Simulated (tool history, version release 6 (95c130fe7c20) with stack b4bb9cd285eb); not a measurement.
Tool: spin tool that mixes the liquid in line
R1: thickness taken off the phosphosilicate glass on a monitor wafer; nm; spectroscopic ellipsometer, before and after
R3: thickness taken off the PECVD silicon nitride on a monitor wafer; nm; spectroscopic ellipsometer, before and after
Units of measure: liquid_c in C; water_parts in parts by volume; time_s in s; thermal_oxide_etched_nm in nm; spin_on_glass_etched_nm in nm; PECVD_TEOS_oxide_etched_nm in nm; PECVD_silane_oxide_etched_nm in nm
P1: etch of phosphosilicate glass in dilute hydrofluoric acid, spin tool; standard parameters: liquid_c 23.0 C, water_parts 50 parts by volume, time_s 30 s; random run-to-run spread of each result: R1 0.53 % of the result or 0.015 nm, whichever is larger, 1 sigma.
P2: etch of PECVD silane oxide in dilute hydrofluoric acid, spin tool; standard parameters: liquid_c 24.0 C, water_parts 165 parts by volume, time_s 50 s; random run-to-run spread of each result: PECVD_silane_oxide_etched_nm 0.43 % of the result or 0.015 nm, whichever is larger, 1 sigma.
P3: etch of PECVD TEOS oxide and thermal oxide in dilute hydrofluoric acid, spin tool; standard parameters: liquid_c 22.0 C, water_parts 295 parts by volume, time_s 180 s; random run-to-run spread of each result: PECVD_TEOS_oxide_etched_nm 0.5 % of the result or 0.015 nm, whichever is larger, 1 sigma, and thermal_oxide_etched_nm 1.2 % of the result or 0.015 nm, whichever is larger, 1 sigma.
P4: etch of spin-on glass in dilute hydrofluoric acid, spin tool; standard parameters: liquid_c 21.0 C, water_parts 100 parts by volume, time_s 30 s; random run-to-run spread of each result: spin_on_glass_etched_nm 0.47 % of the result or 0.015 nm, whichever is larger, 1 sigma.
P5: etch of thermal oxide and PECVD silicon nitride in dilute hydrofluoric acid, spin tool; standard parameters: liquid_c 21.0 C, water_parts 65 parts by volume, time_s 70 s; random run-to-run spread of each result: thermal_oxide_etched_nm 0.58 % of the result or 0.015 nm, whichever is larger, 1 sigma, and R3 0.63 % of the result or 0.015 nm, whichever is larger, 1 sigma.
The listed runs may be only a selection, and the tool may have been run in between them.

{"run": 1, "day": 0.262, "process": "P1", "liquid_c": 23.0, "water_parts": 50, "time_s": 30, "R1": 87.535}
{"run": 2, "day": 0.771, "process": "P1", "liquid_c": 23.0, "water_parts": 50, "time_s": 15, "R1": 43.828}
{"run": 3, "day": 1.108, "process": "P1", "liquid_c": 23.0, "water_parts": 75, "time_s": 15, "R1": 28.006}
{"run": 4, "day": 1.671, "process": "P5", "liquid_c": 21.0, "water_parts": 40, "time_s": 70, "thermal_oxide_etched_nm": 7.2651, "R3": 6.5364}
{"run": 5, "day": 1.967, "process": "P4", "liquid_c": 21.0, "water_parts": 160, "time_s": 30, "spin_on_glass_etched_nm": 8.4775}
{"run": 6, "day": 2.508, "process": "P1", "liquid_c": 23.0, "water_parts": 50, "time_s": 30, "R1": 88.245}
{"day": 2.725, "done": "thermometer replaced"}
{"run": 7, "day": 2.892, "process": "P1", "liquid_c": 30.5, "water_parts": 50, "time_s": 15, "R1": 59.172}
{"run": 8, "day": 3.283, "process": "P3", "liquid_c": 22.0, "water_parts": 295, "time_s": 345, "thermal_oxide_etched_nm": 4.2024, "PECVD_TEOS_oxide_etched_nm": 8.6261}
{"run": 9, "day": 3.75, "process": "P1", "liquid_c": 23.0, "water_parts": 50, "time_s": 30, "R1": 87.449}
{"run": 10, "day": 4.188, "process": "P4", "liquid_c": 21.0, "water_parts": 100, "time_s": 15, "spin_on_glass_etched_nm": 7.2393}
{"run": 11, "day": 4.583, "process": "P5", "liquid_c": 25.0, "water_parts": 65, "time_s": 70, "thermal_oxide_etched_nm": 5.1178, "R3": 5.3746}
{"run": 12, "day": 5.167, "process": "P4", "liquid_c": 28.5, "water_parts": 100, "time_s": 30, "spin_on_glass_etched_nm": 19.434}
{"run": 13, "day": 5.642, "process": "P3", "liquid_c": 22.0, "water_parts": 295, "time_s": 180, "thermal_oxide_etched_nm": 2.2134, "PECVD_TEOS_oxide_etched_nm": 4.4637}
{"run": 14, "day": 5.933, "process": "P1", "liquid_c": 23.0, "water_parts": 50, "time_s": 30, "R1": 87.361}
{"run": 15, "day": 6.325, "process": "P4", "liquid_c": 21.0, "water_parts": 100, "time_s": 30, "spin_on_glass_etched_nm": 14.538}
{"run": 16, "day": 6.662, "process": "P1", "liquid_c": 23.0, "water_parts": 50, "time_s": 30, "R1": 88.432}
{"run": 17, "day": 7.104, "process": "P3", "liquid_c": 22.0, "water_parts": 155, "time_s": 180, "thermal_oxide_etched_nm": 4.7309, "PECVD_TEOS_oxide_etched_nm": 9.9565}
{"run": 18, "day": 7.446, "process": "P1", "liquid_c": 23.0, "water_parts": 20, "time_s": 30, "R1": 227.39}
{"run": 19, "day": 7.788, "process": "P1", "liquid_c": 23.0, "water_parts": 50, "time_s": 50, "R1": 147.87}
{"run": 20, "day": 8.362, "process": "P2", "liquid_c": 24.0, "water_parts": 165, "time_s": 15, "PECVD_silane_oxide_etched_nm": 1.9144}
{"run": 21, "day": 8.825, "process": "P2", "liquid_c": 24.0, "water_parts": 165, "time_s": 50, "PECVD_silane_oxide_etched_nm": 6.3148}
{"run": 22, "day": 9.35, "process": "P1", "liquid_c": 17.0, "water_parts": 50, "time_s": 30, "R1": 68.323}
{"run": 23, "day": 9.612, "process": "P1", "liquid_c": 19.5, "water_parts": 20, "time_s": 30, "R1": 194.88}
{"run": 24, "day": 10.062, "process": "P5", "liquid_c": 21.0, "water_parts": 65, "time_s": 70, "thermal_oxide_etched_nm": 4.3332, "R3": 4.1561}
{"run": 25, "day": 10.529, "process": "P3", "liquid_c": 17.0, "water_parts": 295, "time_s": 180, "thermal_oxide_etched_nm": 1.8265, "PECVD_TEOS_oxide_etched_nm": 3.7457}
{"run": 26, "day": 11.038, "process": "P2", "liquid_c": 24.0, "water_parts": 165, "time_s": 50, "PECVD_silane_oxide_etched_nm": 6.3995}
{"run": 27, "day": 11.529, "process": "P5", "liquid_c": 21.0, "water_parts": 65, "time_s": 70, "thermal_oxide_etched_nm": 4.4142, "R3": 4.092}
{"run": 28, "day": 11.792, "process": "P2", "liquid_c": 24.0, "water_parts": 250, "time_s": 50, "PECVD_silane_oxide_etched_nm": 3.8225}
{"run": 29, "day": 12.388, "process": "P1", "liquid_c": 28.0, "water_parts": 50, "time_s": 30, "R1": 107.03}
{"run": 30, "day": 12.867, "process": "P1", "liquid_c": 23.0, "water_parts": 50, "time_s": 30, "R1": 87.763}
{"run": 31, "day": 13.279, "process": "P2", "liquid_c": 19.0, "water_parts": 165, "time_s": 50, "PECVD_silane_oxide_etched_nm": 5.2214}
{"run": 32, "day": 13.692, "process": "P5", "liquid_c": 21.0, "water_parts": 65, "time_s": 25, "thermal_oxide_etched_nm": 1.5216, "R3": 1.4869}
{"run": 33, "day": 13.979, "process": "P1", "liquid_c": 23.0, "water_parts": 70, "time_s": 30, "R1": 61.424}
{"run": 34, "day": 14.358, "process": "P1", "liquid_c": 23.0, "water_parts": 50, "time_s": 30, "R1": 87.73}
{"run": 35, "day": 14.742, "process": "P1", "liquid_c": 23.0, "water_parts": 50, "time_s": 30, "R1": 89.527}
{"run": 36, "day": 15.117, "process": "P1", "liquid_c": 23.0, "water_parts": 50, "time_s": 30, "R1": 91.086}
{"run": 37, "day": 15.596, "process": "P1", "liquid_c": 23.0, "water_parts": 50, "time_s": 30, "R1": 90.803}
{"run": 38, "day": 16.162, "process": "P1", "liquid_c": 23.0, "water_parts": 50, "time_s": 30, "R1": 91.524}
{"run": 39, "day": 16.438, "process": "P1", "liquid_c": 23.0, "water_parts": 50, "time_s": 30, "R1": 92.513}
{"run": 40, "day": 17.004, "process": "P1", "liquid_c": 23.0, "water_parts": 50, "time_s": 30, "R1": 92.442}
{"run": 41, "day": 17.275, "process": "P1", "liquid_c": 23.0, "water_parts": 50, "time_s": 30, "R1": 92.417}
{"run": 42, "day": 17.771, "process": "P1", "liquid_c": 23.0, "water_parts": 50, "time_s": 30, "R1": 93.099}
{"run": 43, "day": 18.042, "process": "P1", "liquid_c": 23.0, "water_parts": 50, "time_s": 30, "R1": 93.036}
{"run": 44, "day": 18.467, "process": "P1", "liquid_c": 23.0, "water_parts": 50, "time_s": 30, "R1": 92.256}

The output of P1 has drifted from where it used to be. Each of the 2 causes below, taken at the size shown beside it, accounts for the log equally well:
A: liquid hotter than its thermometer reads (K) = 1.38
B: hydrofluoric acid flow above the setpoint (%) = 5.47
Onset of the creep was near day 14.358.

Each of the check runs listed below is run on 2 wafers and reports their average, with the results left as question marks. Pick the one under which the possible causes would lead to clearly different results.
{"run": "check 1", "day": 18.892, "process": "P5", "liquid_c": 21.0, "water_parts": 40, "time_s": 25, "thermal_oxide_etched_nm": "?", "R3": "?"}
{"run": "check 2", "day": 18.892, "process": "P4", "liquid_c": 24.5, "water_parts": 100, "time_s": 15, "spin_on_glass_etched_nm": "?"}
{"run": "check 3", "day": 18.892, "process": "P2", "liquid_c": 20.0, "water_parts": 165, "time_s": 50, "PECVD_silane_oxide_etched_nm": "?"}
{"run": "check 4", "day": 18.892, "process": "P3", "liquid_c": 22.0, "water_parts": 155, "time_s": 300, "thermal_oxide_etched_nm": "?", "PECVD_TEOS_oxide_etched_nm": "?"}

What each check would give under each cause:
check=check_1 result=thermal_oxide_etched_nm if_A=2.7529 if_B=2.7458
check=check_1 result=R3 if_A=2.5844 if_B=2.4741
check=check_2 result=spin_on_glass_etched_nm if_A=8.7855 if_B=8.8356
check=check_3 result=PECVD_silane_oxide_etched_nm if_A=5.7553 if_B=5.8017
check=check_4 result=thermal_oxide_etched_nm if_A=8.3947 if_B=8.4684
check=check_4 result=PECVD_TEOS_oxide_etched_nm if_A=17.3820 if_B=17.5340
Minimum pairwise separation of causes per check, each pair taken at its best-separating result: check 1 4.36 %; check 2 0.57 %; check 3 0.8 %; check 4 0.87 %
The causes can be told apart only by check 1. The other checks would give nearly the same results under each of them.

The results of check 1 are: thermal_oxide_etched_nm 2.7601 nm; R3 2.5922 nm. Based on these, which of the listed causes is it?

A is the cause: liquid hotter than its thermometer reads (K).
